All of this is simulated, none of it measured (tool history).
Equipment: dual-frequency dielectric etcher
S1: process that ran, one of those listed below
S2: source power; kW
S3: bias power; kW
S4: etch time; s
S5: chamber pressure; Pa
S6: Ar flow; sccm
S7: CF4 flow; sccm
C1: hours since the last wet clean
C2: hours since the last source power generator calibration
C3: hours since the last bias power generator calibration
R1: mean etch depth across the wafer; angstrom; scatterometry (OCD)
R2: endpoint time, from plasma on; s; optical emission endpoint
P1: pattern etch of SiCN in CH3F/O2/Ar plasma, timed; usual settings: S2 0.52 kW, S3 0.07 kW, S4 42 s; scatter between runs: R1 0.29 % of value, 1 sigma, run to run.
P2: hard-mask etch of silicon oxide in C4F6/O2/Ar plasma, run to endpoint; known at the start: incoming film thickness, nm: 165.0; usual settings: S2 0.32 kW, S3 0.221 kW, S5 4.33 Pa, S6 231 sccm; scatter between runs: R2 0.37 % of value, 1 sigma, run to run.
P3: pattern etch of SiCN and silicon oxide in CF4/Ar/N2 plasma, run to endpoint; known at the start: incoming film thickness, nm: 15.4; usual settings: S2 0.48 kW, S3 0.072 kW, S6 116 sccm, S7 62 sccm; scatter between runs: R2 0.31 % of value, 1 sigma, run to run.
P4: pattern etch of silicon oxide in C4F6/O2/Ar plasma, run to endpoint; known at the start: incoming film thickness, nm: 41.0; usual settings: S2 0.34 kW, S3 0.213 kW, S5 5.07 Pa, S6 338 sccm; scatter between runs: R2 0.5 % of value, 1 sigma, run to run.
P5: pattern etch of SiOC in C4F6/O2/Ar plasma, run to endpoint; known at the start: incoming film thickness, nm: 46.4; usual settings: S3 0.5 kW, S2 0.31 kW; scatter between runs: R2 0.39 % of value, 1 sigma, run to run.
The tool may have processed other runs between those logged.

run	day	S1	S2	S3	S4	S5	S6	S7	C1	C2	C3	R1	R2
1	0.342	P1	0.52	0.07	42				145.8	1057.6	773.4	170.47	
2	0.675	P2	0.32	0.142		4.33	231		153.8	1065.6	781.4		58.875
3	0.879	P5	0.31	0.705					158.7	1070.5	786.3		14.838
4	1.046	P1	0.52	0.051	42				162.7	1074.5	790.3	154.04	
5	1.329	P1	0.32	0.07	42				169.5	1081.3	797.1	141.8	
6	1.629	P1	0.64	0.07	32.5				176.7	1088.5	804.3	142.71	
7	1.921	P1	0.52	0.089	23				183.7	1095.5	811.3	102.43	
8	2.225	P2	0.32	0.221		4.33	280		191	1102.8	818.6		52.15
9	2.429	P1	0.52	0.07	42				195.9	1107.7	823.5	170.33	
10	2.675	P3	0.48	0.045			116	62	201.8	1113.6	829.4		20.836
11	3.025	P2	0.32	0.221		4.33	231		210.2	1122	837.8		51.684
12	3.35	P4	0.34	0.213		6.8	338		218	1129.8	845.6		14.777
13	3.562	P3	0.48	0.072			75	62	223.1	1134.9	850.7		16.662
14	3.738	P5	0.44	0.5					227.3	1139.1	854.9		14.844
15	3.908	P5	0.31	0.5					231.4	1143.2	859		16.963
16	4.188	P4	0.34	0.17		5.07	338		238.1	1149.9	865.7		15.207
17	4.517	P1	0.52	0.07	42				246	1157.8	873.6	171.24	
18	4.717	P2	0.44	0.221		4.33	231		250.8	1162.6	878.4		45.834
19	4.888	P3	0.28	0.072			116	62	254.9	1166.7	882.5		28.598
20	5.221	P1	0.52	0.07	42				262.9	1174.7	890.5	170.83	
21	5.542	P3	0.48	0.072			116	82	270.6	1182.4	898.2		17.087
22	5.875	P1	0.52	0.07	42				278.6	1190.4	906.2	170.39	
23	6.117	P2	0.32	0.221		4.33	231		284.4	1196.2	912		51.336
24	6.321	P4	0.46	0.213		5.07	338		289.3	1201.1	916.9		12.698
25	6.592	P1	0.52	0.07	42				295.8	1207.6	923.4	170.41	
26	6.812	P1	0.64	0.047	42				301.1	1212.9	928.7	162.72	
27	7.121	P1	0.52	0.1	42				308.5	1220.3	936.1	194.01	
28	7.275	P4	0.34	0.213		5.07	338		312.2	1224	939.8		14.25
29	7.571	P1	0.52	0.07	29.5				319.3	1231.1	946.9	120.23	
30	7.912	P4	0.34	0.213		5.07	258		327.5	1239.3	955.1		13.876
31	8.258	P1	0.52	0.07	52				335.8	1247.6	963.4	210.81	
32	8.429	P5	0.31	0.5					339.9	1251.7	967.5		16.93
33	8.596	P3	0.48	0.072			116	62	343.9	1255.7	971.5		17.923
34	8.858	P1	0.67	0.07	42				350.2	1262	977.8	187.97	
35	9.158	P2	0.32	0.221		3.33	231		357.4	1269.2	985		49.59
36	9.429	P1	0.52	0.07	42				363.9	1275.7	991.5	171.06	
37	9.742	P1	0.52	0.07	42				371.4	1283.2	999	170.07	
38	9.967	P1	0.52	0.07	42				376.8	1288.6	1004.4	170.05	
39	10.171	P1	0.52	0.07	42				381.7	1293.5	1009.3	168.44	
# day 10.242: wet clean of the chamber
40	10.471	P1	0.52	0.07	42				5.5	1300.7	1016.5	167.61	
41	10.692	P1	0.52	0.07	42				10.8	1306	1021.8	167.73	
42	11.004	P1	0.52	0.07	42				18.3	1313.5	1029.3	168.68	
43	11.354	P1	0.52	0.07	42				26.7	1321.9	1037.7	167.82	

What P1 gives has crept away from where it was. These 2 causes fit the log equally well, each at the size given:
A: source power that arrives under what is set, % = 3.78
B: bias power that arrives under what is set, % = 4.17
The creep began at about day 9.429.
Each remaining cause and why it is not a fit:
chamber walls in a state that lowers the etch rate, %: serviced at day 10.242, after the change had begun; the process did not return to its earlier output

You are offered 4 check runs, listed below with question marks in place of their results; each one averages 2 wafers. Which run separates the listed causes by giving clearly different results for each?
check 1	11.704	P5	0.43	0.641									?
check 2	11.704	P3	0.48	0.047			116	62					?
check 3	11.704	P4	0.45	0.213		5.07	290						?
check 4	11.704	P2	0.42	0.221		4.33	231						?

If the cause were each of the candidates in turn, the checks would give the following:
check	result	if A	if B
check 1	R2	13.849	13.88
check 2	R2	21.31	20.871
check 3	R2	12.729	12.715
check 4	R2	46.975	46.933
Distance between the nearest two causes, measured in the result of the check that separates them most: check 1 0.23 %; check 2 2.08 %; check 3 0.11 %; check 4 0.09 %
Check 2 tells the causes apart: in the others they would give nearly the same result.

Then check 2 was run and gave: R2 21.312 s. Which cause is it?

A is the cause: source power that arrives under what is set, %.
